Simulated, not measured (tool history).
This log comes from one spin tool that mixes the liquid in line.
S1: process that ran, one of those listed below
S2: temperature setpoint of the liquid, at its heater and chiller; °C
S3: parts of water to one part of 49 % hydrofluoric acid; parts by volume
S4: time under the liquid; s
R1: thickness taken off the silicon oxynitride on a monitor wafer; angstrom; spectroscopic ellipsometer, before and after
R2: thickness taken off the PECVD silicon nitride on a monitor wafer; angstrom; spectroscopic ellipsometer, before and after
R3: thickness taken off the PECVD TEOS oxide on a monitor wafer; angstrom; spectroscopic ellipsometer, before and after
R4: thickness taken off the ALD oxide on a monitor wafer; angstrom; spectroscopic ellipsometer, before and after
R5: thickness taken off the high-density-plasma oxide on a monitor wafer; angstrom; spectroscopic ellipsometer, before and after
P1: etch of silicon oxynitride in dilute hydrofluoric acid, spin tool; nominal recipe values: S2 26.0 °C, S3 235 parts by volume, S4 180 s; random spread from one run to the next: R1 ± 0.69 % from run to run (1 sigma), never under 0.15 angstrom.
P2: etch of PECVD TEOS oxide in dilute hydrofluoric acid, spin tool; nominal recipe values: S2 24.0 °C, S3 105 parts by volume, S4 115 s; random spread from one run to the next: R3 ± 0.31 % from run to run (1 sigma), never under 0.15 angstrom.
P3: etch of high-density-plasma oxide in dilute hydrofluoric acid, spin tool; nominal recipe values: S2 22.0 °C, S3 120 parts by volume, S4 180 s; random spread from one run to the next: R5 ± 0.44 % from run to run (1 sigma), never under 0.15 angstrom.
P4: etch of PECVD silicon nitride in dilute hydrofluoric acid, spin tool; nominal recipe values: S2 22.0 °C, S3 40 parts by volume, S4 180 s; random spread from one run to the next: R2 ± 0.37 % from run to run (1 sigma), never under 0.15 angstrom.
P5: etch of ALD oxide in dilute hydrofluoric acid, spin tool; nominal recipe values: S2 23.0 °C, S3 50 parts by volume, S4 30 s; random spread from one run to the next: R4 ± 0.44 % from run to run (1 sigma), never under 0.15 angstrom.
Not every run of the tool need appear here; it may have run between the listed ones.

run,day,S1,S2,S3,S4,R1,R2,R3,R4,R5
1,0.138,P1,26.0,235,180,35.367,,,,
2,0.358,P4,22.0,20,180,,244.510,,,
3,0.592,P1,26.0,235,50,9.953,,,,
4,0.783,P1,33.5,235,180,48.359,,,,
5,0.921,P1,26.0,235,180,35.464,,,,
6,1.046,P1,30.0,415,180,20.223,,,,
7,1.267,P1,26.0,90,180,102.620,,,,
8,1.500,P2,24.0,105,115,,,112.810,,
9,1.667,P5,23.0,50,30,,,,91.275,
# day 1.804: thermometer replaced
10,1.875,P1,26.0,235,180,35.928,,,,
11,2.075,P4,22.0,40,70,,48.728,,,
12,2.296,P1,26.0,235,180,35.691,,,,
13,2.492,P3,22.0,120,180,,,,,91.363
14,2.646,P1,19.0,235,180,25.787,,,,
15,2.800,P2,31.0,105,115,,,147.820,,
16,2.917,P2,24.0,105,15,,,14.792,,
17,3.062,P5,23.0,50,50,,,,152.880,
18,3.250,P1,26.0,235,365,72.487,,,,
19,3.375,P3,22.0,120,85,,,,,43.422
20,3.558,P5,27.5,50,30,,,,109.560,
21,3.679,P5,23.0,75,30,,,,58.645,
22,3.804,P2,24.0,105,115,,,113.880,,
23,4.042,P3,22.0,55,180,,,,,216.260
24,4.217,P3,17.0,120,180,,,,,74.712
25,4.354,P1,26.0,235,180,35.194,,,,
26,4.504,P3,22.0,120,180,,,,,92.712
27,4.704,P4,25.5,40,180,,159.210,,,
28,4.875,P4,22.0,40,180,,125.680,,,
29,5.054,P5,23.0,50,30,,,,91.053,
30,5.158,P1,26.0,235,180,35.854,,,,
31,5.358,P2,24.0,160,115,,,69.724,,
32,5.471,P1,22.0,130,180,58.837,,,,
33,5.633,P1,26.0,345,180,22.204,,,,
34,5.788,P1,26.0,235,180,35.254,,,,
35,5.958,P1,26.0,235,180,36.738,,,,
36,6.100,P1,26.0,235,180,37.496,,,,
37,6.238,P1,26.0,235,180,37.866,,,,

The next listed run, before its measurement:
38,6.388,P1,26.0,235,180,?,,,,

Run 38 gave R1 37.342 angstrom.
